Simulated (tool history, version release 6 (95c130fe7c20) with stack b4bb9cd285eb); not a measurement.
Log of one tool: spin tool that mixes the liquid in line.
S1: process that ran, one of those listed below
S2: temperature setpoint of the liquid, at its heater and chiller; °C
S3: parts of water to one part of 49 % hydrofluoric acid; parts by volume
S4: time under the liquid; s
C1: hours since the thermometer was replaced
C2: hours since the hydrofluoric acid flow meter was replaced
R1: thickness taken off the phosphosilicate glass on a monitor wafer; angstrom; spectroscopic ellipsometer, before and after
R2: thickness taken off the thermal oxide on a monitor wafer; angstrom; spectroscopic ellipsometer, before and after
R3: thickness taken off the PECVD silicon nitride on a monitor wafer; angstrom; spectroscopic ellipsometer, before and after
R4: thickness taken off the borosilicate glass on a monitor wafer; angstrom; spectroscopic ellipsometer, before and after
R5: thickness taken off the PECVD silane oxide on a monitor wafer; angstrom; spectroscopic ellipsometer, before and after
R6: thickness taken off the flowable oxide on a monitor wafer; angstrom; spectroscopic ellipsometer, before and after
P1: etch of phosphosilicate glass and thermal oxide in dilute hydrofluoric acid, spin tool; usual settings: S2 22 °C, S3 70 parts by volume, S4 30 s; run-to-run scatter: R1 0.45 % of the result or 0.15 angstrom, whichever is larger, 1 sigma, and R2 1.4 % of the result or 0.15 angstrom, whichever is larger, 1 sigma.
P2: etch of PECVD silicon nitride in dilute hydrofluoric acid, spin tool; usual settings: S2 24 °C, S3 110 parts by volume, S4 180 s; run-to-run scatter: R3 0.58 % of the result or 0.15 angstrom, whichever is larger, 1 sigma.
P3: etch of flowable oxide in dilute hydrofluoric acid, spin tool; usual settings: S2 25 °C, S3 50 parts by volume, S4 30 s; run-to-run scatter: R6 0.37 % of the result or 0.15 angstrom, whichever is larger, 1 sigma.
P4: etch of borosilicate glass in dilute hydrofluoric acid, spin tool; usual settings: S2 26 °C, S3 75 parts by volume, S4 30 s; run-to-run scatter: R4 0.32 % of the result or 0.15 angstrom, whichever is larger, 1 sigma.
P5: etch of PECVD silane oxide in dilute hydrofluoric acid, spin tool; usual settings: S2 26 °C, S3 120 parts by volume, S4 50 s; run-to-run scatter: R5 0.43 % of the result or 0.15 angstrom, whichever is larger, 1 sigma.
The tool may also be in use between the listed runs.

run	hour	S1	S2	S3	S4	C1	C2	R1	R2	R3	R4	R5	R6
1	3.2	P1	22	70	30	743.6	788.2	816.41	19.823				
2	5.6	P1	30	70	30	746	790.6	1120.7	26.905				
3	9.5	P2	17.5	110	180	749.9	794.5			27.227			
4	12.5	P4	31	75	30	752.9	797.5				220.93		
5	15.1	P5	26	120	50	755.5	800.1					190.61	
6	18.5	P2	24	110	180	758.9	803.5			41.88			
7	20.7	P4	26	75	60	761.1	805.7				362.99		
8	24.4	P1	22	70	30	764.8	809.4	816.84	19.391				
9	29.1	P4	26	20	30	769.5	814.1				738.09		
10	32.4	P3	25	50	30	772.8	817.4						281.16
11	35.5	P1	17	70	30	775.9	820.5	657.08	15.754				
12	40.4	P5	26	185	50	780.8	825.4					114.89	
13	43.7	P2	24	30	180	784.1	828.7			150.72			
14	47.9	P4	26	75	30	788.3	832.9				181.45		
15	50.8	P1	22	25	15	791.2	835.8	1207	28.531				
16	53	P3	25	70	30	793.4	838						196.16
17	56.1	P5	26	120	75	796.5	841.1					287.62	
# hour 56.3: thermometer replaced
18	59.5	P3	25	50	15	3.3	844.5						140.78
19	63.9	P1	22	70	15	7.7	848.9	407.56	9.5772				
20	68.8	P1	22	110	30	12.6	853.8	494.59	11.373				
21	71.2	P1	22	35	30	15	856.2	1697.4	41.258				
22	74.1	P1	22	70	55	17.9	859.1	1503.4	35.889				
23	77.7	P3	18	50	30	21.5	862.7						210.23
24	80.4	P1	22	70	30	24.2	865.4	813.34	20.246				
25	84.6	P1	22	70	30	28.4	869.6	820.76	19.569				
26	88.7	P5	18	120	50	32.5	873.7					139.08	
27	92.4	P1	22	70	30	36.2	877.4	819.15	19.396				
28	95.5	P1	22	70	30	39.3	880.5	822.94	19.797				
29	97.9	P1	22	20	55	41.7	882.9	5567.3	133.84				
30	102.5	P1	22	105	15	46.3	887.5	261.04	6.0293				
31	106.2	P2	24	110	285	50	891.2			66.476			
32	109	P1	22	70	30	52.8	894	813.59	19.49				
33	112.7	P1	22	70	30	56.5	897.7	837.86	20.411				
34	115.4	P1	22	70	30	59.2	900.4	847.05	20.064				
35	119.4	P1	22	70	30	63.2	904.4	869.02	20.744				
36	122.8	P1	22	70	30	66.6	907.8	864.91	21.208				
37	125.5	P1	22	70	30	69.3	910.5	874.26	21.081				
38	129.8	P1	22	70	30	73.6	914.8	883.88	20.923				
39	132.6	P1	22	70	30	76.4	917.6	885.59	20.317				
40	134.9	P1	22	70	30	78.7	919.9	882.72	21.666				
41	138.2	P1	22	70	30	82	923.2	886.79	22.21				
42	141.5	P1	22	70	30	85.3	926.5	887.07	21.227				
43	144.4	P1	22	70	30	88.2	929.4	893.96	21.179				

What P1 gives has crept away from where it was. These 2 causes fit the log equally well, each at the size given:
A: liquid hotter than its thermometer reads (K) = 2.03
B: hydrofluoric acid flow above the setpoint (%) = 7.95
The creep began at about hour 109.

4 check runs are offered, one wafer each, their results left as question marks. Which one tells the causes apart?
check 1	147.3	P3	25	50	30								?
check 2	147.3	P5	26	120	50							?	
check 3	147.3	P4	26	75	30						?		
check 4	147.3	P2	24	110	180					?			

What each check would give under each cause:
check	result	if A	if B
check 1	R6	306.28	306.05
check 2	R5	207.04	209.25
check 3	R4	196.68	197.48
check 4	R3	48.112	45.467
How far apart the two closest causes lie, in the result that separates them most: check 1 0.08 %; check 2 1.06 %; check 3 0.4 %; check 4 5.65 %
Check 4 tells the causes apart: in the others they would give nearly the same result.

Check 4 was then run and gave: R3 47.954 angstrom. Which cause is it?

It is A: liquid hotter than its thermometer reads (K).
